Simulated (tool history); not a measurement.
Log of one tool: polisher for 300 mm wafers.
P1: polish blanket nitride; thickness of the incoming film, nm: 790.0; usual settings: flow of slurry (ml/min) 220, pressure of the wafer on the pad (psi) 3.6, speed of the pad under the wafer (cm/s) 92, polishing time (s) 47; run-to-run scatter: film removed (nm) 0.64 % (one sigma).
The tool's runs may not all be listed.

| run | hour | flow of slurry (ml/min) | pressure of the wafer on the pad (psi) | speed of the pad under the wafer (cm/s) | polishing time (s) | wafers polished on this pad | hours since the slurry nozzle was cleaned | hours since the head pressure was calibrated | film removed (nm) |
|---|---|---|---|---|---|---|---|---|---|
| 1 | 4.2 | 220 | 3.6 | 92 | 47 | 453 | 513.3 | 672.7 | 80.615 |
| 2 | 11.3 | 130 | 3.6 | 92 | 47 | 519 | 520.4 | 679.8 | 73.888 |
| 3 | 14.8 | 220 | 3.6 | 92 | 72 | 551 | 523.9 | 683.3 | 121.78 |
| 4 | 19.7 | 220 | 3.6 | 92 | 47 | 597 | 528.8 | 688.2 | 79.941 |
| 5 | 23.6 | 220 | 3.6 | 92 | 23 | 633 | 532.7 | 692.1 | 39.209 |
| 6 | 27.7 | 220 | 3.6 | 64 | 47 | 671 | 536.8 | 696.2 | 60.191 |
| 7 | 32.1 | 220 | 1.6 | 92 | 47 | 712 | 541.2 | 700.6 | 35.798 |
| 8 | 38 | 320 | 3.6 | 92 | 47 | 767 | 547.1 | 706.5 | 83.284 |
| 9 | 42.1 | 220 | 3.6 | 92 | 47 | 805 | 551.2 | 710.6 | 79.679 |
| 10 | 49.4 | 220 | 5.7 | 92 | 47 | 873 | 558.5 | 717.9 | 127.11 |
| 11 | 56.7 | 130 | 2.2 | 92 | 47 | 941 | 565.8 | 725.2 | 45.582 |
| 12 | 63.6 | 220 | 3.6 | 92 | 47 | 1005 | 572.7 | 732.1 | 79.904 |
|  | 69.2 | worn pad replaced by a new one |
| 13 | 69.6 | 220 | 3.6 | 92 | 47 | 3 | 578.7 | 738.1 | 80.118 |
| 14 | 76.4 | 220 | 3.6 | 142 | 47 | 67 | 585.5 | 744.9 | 113.36 |
| 15 | 81.4 | 220 | 3.6 | 92 | 47 | 113 | 590.5 | 749.9 | 81.49 |
| 16 | 85.2 | 220 | 5.1 | 92 | 72 | 148 | 594.3 | 753.7 | 174.39 |
| 17 | 89.2 | 220 | 3.6 | 92 | 47 | 185 | 598.3 | 757.7 | 80.05 |
| 18 | 95.1 | 220 | 3.6 | 92 | 47 | 240 | 604.2 | 763.6 | 79.029 |
| 19 | 101.9 | 220 | 3.6 | 92 | 47 | 304 | 611 | 770.4 | 77.272 |
| 20 | 107.6 | 220 | 3.6 | 92 | 47 | 357 | 616.7 | 776.1 | 77.82 |
| 21 | 112.3 | 220 | 3.6 | 92 | 47 | 400 | 621.4 | 780.8 | 77.474 |
| 22 | 116.6 | 220 | 3.6 | 92 | 47 | 440 | 625.7 | 785.1 | 75.765 |
|  | 117.9 | worn pad replaced by a new one |
| 23 | 123.7 | 220 | 3.6 | 92 | 47 | 54 | 632.8 | 792.2 | 76.105 |
| 24 | 127.2 | 220 | 3.6 | 92 | 47 | 87 | 636.3 | 795.7 | 76.415 |
| 25 | 135 | 220 | 3.6 | 92 | 47 | 159 | 644.1 | 803.5 | 75.259 |

What P1 gives has crept away from where it was. These 2 causes fit the log equally well, each at the size given:
A: slurry flow missing at the pad, % = 33.1
B: head's pressure below its setpoint, % = 5.68
The creep began at about hour 89.2.
Why every other cause is out:
removal rate lost through wear of the pad, %: serviced at hour 117.9, which brought nothing back

4 check runs are offered, each on 2 wafers whose results are averaged, their results left as question marks. Which one tells the causes apart?
| check 1 | 142.8 | 130 | 3.6 | 136 | 47 |  |  |  | ? |
| check 2 | 142.8 | 220 | 1.6 | 92 | 25 |  |  |  | ? |
| check 3 | 142.8 | 220 | 3.6 | 92 | 33 |  |  |  | ? |
| check 4 | 142.8 | 220 | 3.6 | 140 | 27 |  |  |  | ? |

What each check would give under each cause:
| check | result | if A | if B |
|---|---|---|---|
| check 1 | film removed (nm) | 92.12 | 95.483 |
| check 2 | film removed (nm) | 17.911 | 17.909 |
| check 3 | film removed (nm) | 53.195 | 53.189 |
| check 4 | film removed (nm) | 60.897 | 60.889 |
How far apart the two closest causes lie, in the result that separates them most: check 1 3.59 %; check 2 0.01 %; check 3 0.01 %; check 4 0.01 %
Check 1 tells the causes apart: in the others they would give nearly the same result.

Then check 1 was run and gave: film removed (nm) 91.935. Which cause is it?

It is A: slurry flow missing at the pad, %.
